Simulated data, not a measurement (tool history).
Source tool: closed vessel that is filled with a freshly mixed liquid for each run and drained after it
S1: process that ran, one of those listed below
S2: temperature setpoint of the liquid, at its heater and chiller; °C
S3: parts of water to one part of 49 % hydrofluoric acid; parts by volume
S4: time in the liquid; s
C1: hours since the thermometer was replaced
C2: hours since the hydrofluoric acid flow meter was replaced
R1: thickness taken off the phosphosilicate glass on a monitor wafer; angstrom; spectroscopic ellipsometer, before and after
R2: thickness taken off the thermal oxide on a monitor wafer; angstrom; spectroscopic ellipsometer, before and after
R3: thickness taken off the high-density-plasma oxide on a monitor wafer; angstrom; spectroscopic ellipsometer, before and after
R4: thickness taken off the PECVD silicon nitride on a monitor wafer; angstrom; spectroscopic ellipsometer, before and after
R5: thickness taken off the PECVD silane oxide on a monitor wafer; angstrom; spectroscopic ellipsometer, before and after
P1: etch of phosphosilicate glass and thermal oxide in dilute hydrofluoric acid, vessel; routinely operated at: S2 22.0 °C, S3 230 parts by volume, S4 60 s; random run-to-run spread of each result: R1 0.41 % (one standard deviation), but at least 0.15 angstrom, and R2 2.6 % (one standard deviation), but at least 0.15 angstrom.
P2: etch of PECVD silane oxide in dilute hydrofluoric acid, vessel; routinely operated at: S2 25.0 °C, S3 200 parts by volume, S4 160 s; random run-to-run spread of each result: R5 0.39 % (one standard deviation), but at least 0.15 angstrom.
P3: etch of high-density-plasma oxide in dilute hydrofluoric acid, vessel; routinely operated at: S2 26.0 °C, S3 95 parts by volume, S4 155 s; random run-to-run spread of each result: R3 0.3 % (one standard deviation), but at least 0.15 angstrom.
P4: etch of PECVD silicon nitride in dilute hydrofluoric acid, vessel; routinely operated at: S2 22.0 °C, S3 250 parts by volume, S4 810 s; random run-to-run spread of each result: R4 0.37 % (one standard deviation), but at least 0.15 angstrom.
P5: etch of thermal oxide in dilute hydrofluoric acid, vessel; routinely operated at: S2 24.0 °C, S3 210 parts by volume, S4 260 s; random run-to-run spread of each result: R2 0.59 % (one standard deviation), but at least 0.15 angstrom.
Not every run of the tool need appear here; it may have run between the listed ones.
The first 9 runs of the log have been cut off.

run 10 day=5.442 | S1=P3 S2=30.5 S3=95 S4=155 | C1=75.4 C2=767.8 | R3=166.060
run 11 day=6.038 | S1=P4 S2=27.5 S3=250 S4=810 | C1=89.7 C2=782.1 | R4=143.65
run 12 day=6.646 | S1=P4 S2=22.0 S3=250 S4=1350 | C1=104.3 C2=796.7 | R4=170.93
run 13 day=7.079 | S1=P5 S2=24.0 S3=210 S4=30 | C1=114.7 C2=807.1 | R2=5.9220
run 14 day=7.629 | S1=P2 S2=25.0 S3=200 S4=275 | C1=127.9 C2=820.3 | R5=365.88
run 15 day=8.012 | S1=P1 S2=22.0 S3=75 S4=60 | C1=137.1 C2=829.5 | R1=696.110 R2=36.2510
run 16 day=8.521 | S1=P1 S2=22.0 S3=415 S4=60 | C1=149.3 C2=841.7 | R1=89.960 R2=4.7796
run 17 day=9.221 | S1=P1 S2=22.0 S3=230 S4=60 | C1=166.1 C2=858.5 | R1=192.800 R2=10.2760
run 18 day=9.625 | S1=P2 S2=19.5 S3=200 S4=160 | C1=175.8 C2=868.2 | R5=171.40
run 19 day=10.342 | S1=P1 S2=30.0 S3=230 S4=60 | C1=193.0 C2=885.4 | R1=255.180 R2=13.8520
run 20 day=10.938 | S1=P3 S2=26.0 S3=95 S4=280 | C1=207.3 C2=899.7 | R3=253.050
run 21 day=11.467 | S1=P4 S2=22.0 S3=250 S4=810 | C1=220.0 C2=912.4 | R4=102.62
run 22 day=12.208 | S1=P1 S2=22.0 S3=230 S4=60 | C1=237.8 C2=930.2 | R1=192.050 R2=10.0180
run 23 day=12.775 | S1=P2 S2=25.0 S3=200 S4=160 | C1=251.4 C2=943.8 | R5=210.36
run 24 day=13.112 | S1=P1 S2=17.0 S3=230 S4=60 | C1=259.5 C2=951.9 | R1=159.640 R2=8.3756
run 25 day=13.792 | S1=P1 S2=22.0 S3=230 S4=60 | C1=275.8 C2=968.2 | R1=193.880 R2=9.9065
run 26 day=14.138 | S1=P2 S2=25.0 S3=80 S4=160 | C1=284.1 C2=976.5 | R5=609.42
run 27 day=14.554 | S1=P5 S2=24.0 S3=365 S4=260 | C1=294.1 C2=986.5 | R2=25.8070
run 28 day=15.117 | S1=P1 S2=22.0 S3=230 S4=105 | C1=307.6 C2=1000.0 | R1=341.760 R2=18.3860
run 29 day=15.442 | S1=P1 S2=22.0 S3=315 S4=100 | C1=315.4 C2=1007.8 | R1=217.260 R2=11.0620
run 30 day=15.958 | S1=P2 S2=25.0 S3=200 S4=160 | C1=327.8 C2=1020.2 | R5=212.30

Estimate the outcome of run 31 from the log above:
run 31 day=16.408 | S1=P3 S2=26.0 S3=95 S4=155 | C1=338.6 C2=1031.0 | R3=?

Run 31 gave R3 139.930 angstrom.

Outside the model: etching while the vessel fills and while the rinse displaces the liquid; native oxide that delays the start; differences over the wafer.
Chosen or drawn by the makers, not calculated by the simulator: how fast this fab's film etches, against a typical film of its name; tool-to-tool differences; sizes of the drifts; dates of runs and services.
